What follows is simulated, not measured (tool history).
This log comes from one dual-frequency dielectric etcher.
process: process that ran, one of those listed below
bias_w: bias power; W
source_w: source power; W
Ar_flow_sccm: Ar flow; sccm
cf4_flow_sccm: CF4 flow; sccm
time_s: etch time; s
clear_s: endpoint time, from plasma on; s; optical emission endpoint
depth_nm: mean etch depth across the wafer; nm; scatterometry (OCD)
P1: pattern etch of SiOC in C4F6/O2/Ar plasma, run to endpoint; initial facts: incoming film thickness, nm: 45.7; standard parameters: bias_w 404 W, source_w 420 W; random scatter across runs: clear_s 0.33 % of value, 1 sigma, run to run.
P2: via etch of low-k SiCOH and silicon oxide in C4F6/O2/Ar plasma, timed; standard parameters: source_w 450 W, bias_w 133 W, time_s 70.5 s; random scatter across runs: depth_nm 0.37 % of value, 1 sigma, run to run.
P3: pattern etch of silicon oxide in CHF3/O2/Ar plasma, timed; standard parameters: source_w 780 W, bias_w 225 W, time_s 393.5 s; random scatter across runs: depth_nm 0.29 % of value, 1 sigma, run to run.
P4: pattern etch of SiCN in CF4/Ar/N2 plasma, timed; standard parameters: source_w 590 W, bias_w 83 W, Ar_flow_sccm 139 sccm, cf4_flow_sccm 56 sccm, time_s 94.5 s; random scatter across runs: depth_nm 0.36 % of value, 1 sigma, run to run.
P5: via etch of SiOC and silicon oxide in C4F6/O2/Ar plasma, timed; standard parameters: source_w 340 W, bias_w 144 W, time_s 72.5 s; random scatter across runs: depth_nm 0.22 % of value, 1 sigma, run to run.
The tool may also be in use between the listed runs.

Run 1, hour 3.8: process P1, bias_w 404 W, source_w 420 W. Result: clear_s 15.725 s.
Run 2, hour 8.9: process P1, bias_w 559 W, source_w 420 W. Result: clear_s 14.043 s.
Run 3, hour 16.6: process P4, bias_w 83 W, source_w 590 W, Ar_flow_sccm 139 sccm, cf4_flow_sccm 56 sccm, time_s 67.5 s. Result: depth_nm 69.666 nm.
Run 4, hour 24.2: process P3, bias_w 225 W, source_w 540 W, time_s 393.5 s. Result: depth_nm 794.66 nm.
Run 5, hour 28.7: process P5, bias_w 144 W, source_w 340 W, time_s 72.5 s. Result: depth_nm 71.754 nm.
Run 6, hour 35.9: process P5, bias_w 144 W, source_w 230 W, time_s 72.5 s. Result: depth_nm 61.487 nm.
Run 7, hour 42.3: process P1, bias_w 404 W, source_w 420 W. Result: clear_s 15.666 s.
Run 8, hour 47.5: process P1, bias_w 404 W, source_w 420 W. Result: clear_s 15.843 s.
Run 9, hour 52.6: process P3, bias_w 225 W, source_w 780 W, time_s 393.5 s. Result: depth_nm 915.18 nm.
Run 10, hour 56.5: process P4, bias_w 83 W, source_w 370 W, Ar_flow_sccm 139 sccm, cf4_flow_sccm 56 sccm, time_s 94.5 s. Result: depth_nm 65.128 nm.
Run 11, hour 63.3: process P3, bias_w 225 W, source_w 780 W, time_s 393.5 s. Result: depth_nm 913.72 nm.
Run 12, hour 66.7: process P1, bias_w 521 W, source_w 350 W. Result: clear_s 15.423 s.
Run 13, hour 73.3: process P5, bias_w 144 W, source_w 340 W, time_s 72.5 s. Result: depth_nm 71.763 nm.
Run 14, hour 79.6: process P1, bias_w 404 W, source_w 420 W. Result: clear_s 15.828 s.
Run 15, hour 85.6: process P1, bias_w 404 W, source_w 570 W. Result: clear_s 14.101 s.
Run 16, hour 91.7: process P4, bias_w 83 W, source_w 590 W, Ar_flow_sccm 139 sccm, cf4_flow_sccm 74 sccm, time_s 94.5 s. Result: depth_nm 101.39 nm.
Run 17, hour 95.5: process P4, bias_w 83 W, source_w 590 W, Ar_flow_sccm 139 sccm, cf4_flow_sccm 56 sccm, time_s 94.5 s. Result: depth_nm 96.498 nm.
Run 18, hour 103.2: process P4, bias_w 83 W, source_w 590 W, Ar_flow_sccm 185 sccm, cf4_flow_sccm 56 sccm, time_s 94.5 s. Result: depth_nm 92.528 nm.
Run 19, hour 106.7: process P2, bias_w 133 W, source_w 620 W, time_s 70.5 s. Result: depth_nm 220.5 nm.
Run 20, hour 112.4: process P2, bias_w 133 W, source_w 450 W, time_s 70.5 s. Result: depth_nm 194.57 nm.
Run 21, hour 119.2: process P4, bias_w 56 W, source_w 590 W, Ar_flow_sccm 139 sccm, cf4_flow_sccm 56 sccm, time_s 94.5 s. Result: depth_nm 84.071 nm.
Run 22, hour 126.7: process P3, bias_w 145 W, source_w 780 W, time_s 393.5 s. Result: depth_nm 792.11 nm.
Run 23, hour 133.5: process P2, bias_w 133 W, source_w 450 W, time_s 39 s. Result: depth_nm 107.76 nm.
Run 24, hour 138.4: process P1, bias_w 404 W, source_w 250 W. Result: clear_s 19.196 s.
Run 25, hour 142: process P4, bias_w 83 W, source_w 590 W, Ar_flow_sccm 139 sccm, cf4_flow_sccm 56 sccm, time_s 94.5 s. Result: depth_nm 97.93 nm.
Run 26, hour 148.3: process P3, bias_w 225 W, source_w 780 W, time_s 224.5 s. Result: depth_nm 521.35 nm.
Run 27, hour 154.7: process P1, bias_w 404 W, source_w 420 W. Result: clear_s 15.805 s.
Run 28, hour 159.6: process P5, bias_w 204 W, source_w 340 W, time_s 72.5 s. Result: depth_nm 80.464 nm.
Run 29, hour 164.7: process P1, bias_w 272 W, source_w 420 W. Result: clear_s 18.042 s.
Run 30, hour 169.9: process P5, bias_w 144 W, source_w 340 W, time_s 103 s. Result: depth_nm 101.72 nm.
Run 31, hour 174.1: process P2, bias_w 164 W, source_w 450 W, time_s 70.5 s. Result: depth_nm 205.71 nm.
Run 32, hour 181.3: process P1, bias_w 404 W, source_w 420 W. Result: clear_s 15.805 s.
Run 33, hour 186.4: process P1, bias_w 404 W, source_w 420 W. Result: clear_s 15.826 s.
Run 34, hour 190.1: process P1, bias_w 404 W, source_w 420 W. Result: clear_s 15.926 s.
Run 35, hour 195.7: process P1, bias_w 404 W, source_w 420 W. Result: clear_s 16.02 s.
Run 36, hour 199.5: process P1, bias_w 404 W, source_w 420 W. Result: clear_s 15.919 s.
At hour 203.7: wet clean of the chamber.
Run 37, hour 203.7: process P1, bias_w 404 W, source_w 420 W. Result: clear_s 16.085 s.
Run 38, hour 209.9: process P1, bias_w 404 W, source_w 420 W. Result: clear_s 16.068 s.
Run 39, hour 216.2: process P1, bias_w 404 W, source_w 420 W. Result: clear_s 15.958 s.
Run 40, hour 222: process P1, bias_w 404 W, source_w 420 W. Result: clear_s 16.051 s.
Run 41, hour 227.5: process P1, bias_w 404 W, source_w 420 W. Result: clear_s 16.033 s.

Compared with where it was, what P1 gives has crept away. Each cause listed below fits the log as well as the rest, at the size given for it:
A: source power that arrives under what is set, % = 4.27
B: bias power that arrives under what is set, % = 4.42
The process output started creeping at around hour 181.3.
Ruled out, with reasons:
chamber walls in a state that lowers the etch rate, %: was serviced at hour 203.7, once the creep was under way, yet the earlier output never came back

The list below offers 4 check runs, each averaging the results of 2 wafers, and shows each result as a question mark. For which of them would the listed causes give clearly different results?
Run check 1, hour 233: process P2, bias_w 133 W, source_w 620 W, time_s 43 s. Result: depth_nm ?.
Run check 2, hour 233: process P5, bias_w 144 W, source_w 240 W, time_s 72.5 s. Result: depth_nm ?.
Run check 3, hour 233: process P4, bias_w 66 W, source_w 590 W, Ar_flow_sccm 139 sccm, cf4_flow_sccm 67 sccm, time_s 94.5 s. Result: depth_nm ?.
Run check 4, hour 233: process P3, bias_w 167 W, source_w 780 W, time_s 250 s. Result: depth_nm ?.

Expected result of each check under each candidate cause:
  check    result    if A    if B
check 1  depth_nm  131.98  132.61
check 2  depth_nm  61.607  61.767
check 3  depth_nm  88.549  90.539
check 4  depth_nm  515.85  517.01
How far apart the two closest causes lie, in the result that separates them most: check 1 0.48 %; check 2 0.26 %; check 3 2.22 %; check 4 0.22 %
The other checks would show nearly matching results whichever cause is true, so check 3 is the only one that separates the causes.

With check 3 done, the readings were: depth_nm 88.083 nm. Identify which of the listed causes applies.

It is A: source power that arrives under what is set, %.
